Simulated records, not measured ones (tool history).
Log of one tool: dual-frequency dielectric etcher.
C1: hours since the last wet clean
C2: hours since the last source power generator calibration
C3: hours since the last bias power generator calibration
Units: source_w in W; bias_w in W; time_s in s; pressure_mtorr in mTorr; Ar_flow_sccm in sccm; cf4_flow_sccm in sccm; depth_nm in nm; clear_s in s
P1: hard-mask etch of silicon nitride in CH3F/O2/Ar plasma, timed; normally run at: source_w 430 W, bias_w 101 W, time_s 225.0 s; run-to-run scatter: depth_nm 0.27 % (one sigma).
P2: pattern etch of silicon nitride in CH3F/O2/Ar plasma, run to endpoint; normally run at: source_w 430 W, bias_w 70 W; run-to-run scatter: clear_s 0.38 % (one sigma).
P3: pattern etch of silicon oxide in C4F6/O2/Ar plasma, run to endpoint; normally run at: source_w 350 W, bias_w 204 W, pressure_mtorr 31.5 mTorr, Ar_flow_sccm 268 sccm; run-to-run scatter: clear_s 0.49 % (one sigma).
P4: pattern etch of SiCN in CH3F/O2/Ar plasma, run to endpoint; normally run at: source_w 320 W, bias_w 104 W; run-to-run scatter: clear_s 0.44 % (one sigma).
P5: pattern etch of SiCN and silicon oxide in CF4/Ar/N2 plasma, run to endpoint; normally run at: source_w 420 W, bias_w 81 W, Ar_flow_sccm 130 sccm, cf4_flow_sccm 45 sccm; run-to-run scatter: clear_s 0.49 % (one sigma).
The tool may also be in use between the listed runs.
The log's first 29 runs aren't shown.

{"run": 30, "hour": 124.9, "process": "P5", "source_w": 260, "bias_w": 81, "Ar_flow_sccm": 130, "cf4_flow_sccm": 45, "C1": 555.0, "C2": 2854.1, "C3": 1160.3, "clear_s": 35.636}
{"run": 31, "hour": 129.9, "process": "P5", "source_w": 420, "bias_w": 81, "Ar_flow_sccm": 130, "cf4_flow_sccm": 33, "C1": 560.0, "C2": 2859.1, "C3": 1165.3, "clear_s": 24.549}
{"run": 32, "hour": 135.2, "process": "P1", "source_w": 430, "bias_w": 101, "time_s": 225.0, "C1": 565.3, "C2": 2864.4, "C3": 1170.6, "depth_nm": 182.65}
{"run": 33, "hour": 138.4, "process": "P1", "source_w": 430, "bias_w": 101, "time_s": 225.0, "C1": 568.5, "C2": 2867.6, "C3": 1173.8, "depth_nm": 183.44}
{"run": 34, "hour": 143.9, "process": "P1", "source_w": 430, "bias_w": 101, "time_s": 225.0, "C1": 574.0, "C2": 2873.1, "C3": 1179.3, "depth_nm": 184.13}
{"run": 35, "hour": 149.6, "process": "P1", "source_w": 430, "bias_w": 101, "time_s": 225.0, "C1": 579.7, "C2": 2878.8, "C3": 1185.0, "depth_nm": 183.34}
{"hour": 151.9, "done": "wet clean of the chamber"}
{"run": 36, "hour": 155.4, "process": "P1", "source_w": 430, "bias_w": 101, "time_s": 225.0, "C1": 3.6, "C2": 2884.6, "C3": 1190.8, "depth_nm": 184.78}
{"run": 37, "hour": 159.7, "process": "P1", "source_w": 430, "bias_w": 101, "time_s": 225.0, "C1": 7.9, "C2": 2888.9, "C3": 1195.1, "depth_nm": 184.25}
{"run": 38, "hour": 162.6, "process": "P1", "source_w": 430, "bias_w": 101, "time_s": 225.0, "C1": 10.8, "C2": 2891.8, "C3": 1198.0, "depth_nm": 185.12}

The next listed run, before its measurement:
{"run": 39, "hour": 167.2, "process": "P1", "source_w": 430, "bias_w": 101, "time_s": 225.0, "C1": 15.4, "C2": 2896.4, "C3": 1202.6, "depth_nm": "?"}

Run 39 gave depth_nm 184.61 nm.

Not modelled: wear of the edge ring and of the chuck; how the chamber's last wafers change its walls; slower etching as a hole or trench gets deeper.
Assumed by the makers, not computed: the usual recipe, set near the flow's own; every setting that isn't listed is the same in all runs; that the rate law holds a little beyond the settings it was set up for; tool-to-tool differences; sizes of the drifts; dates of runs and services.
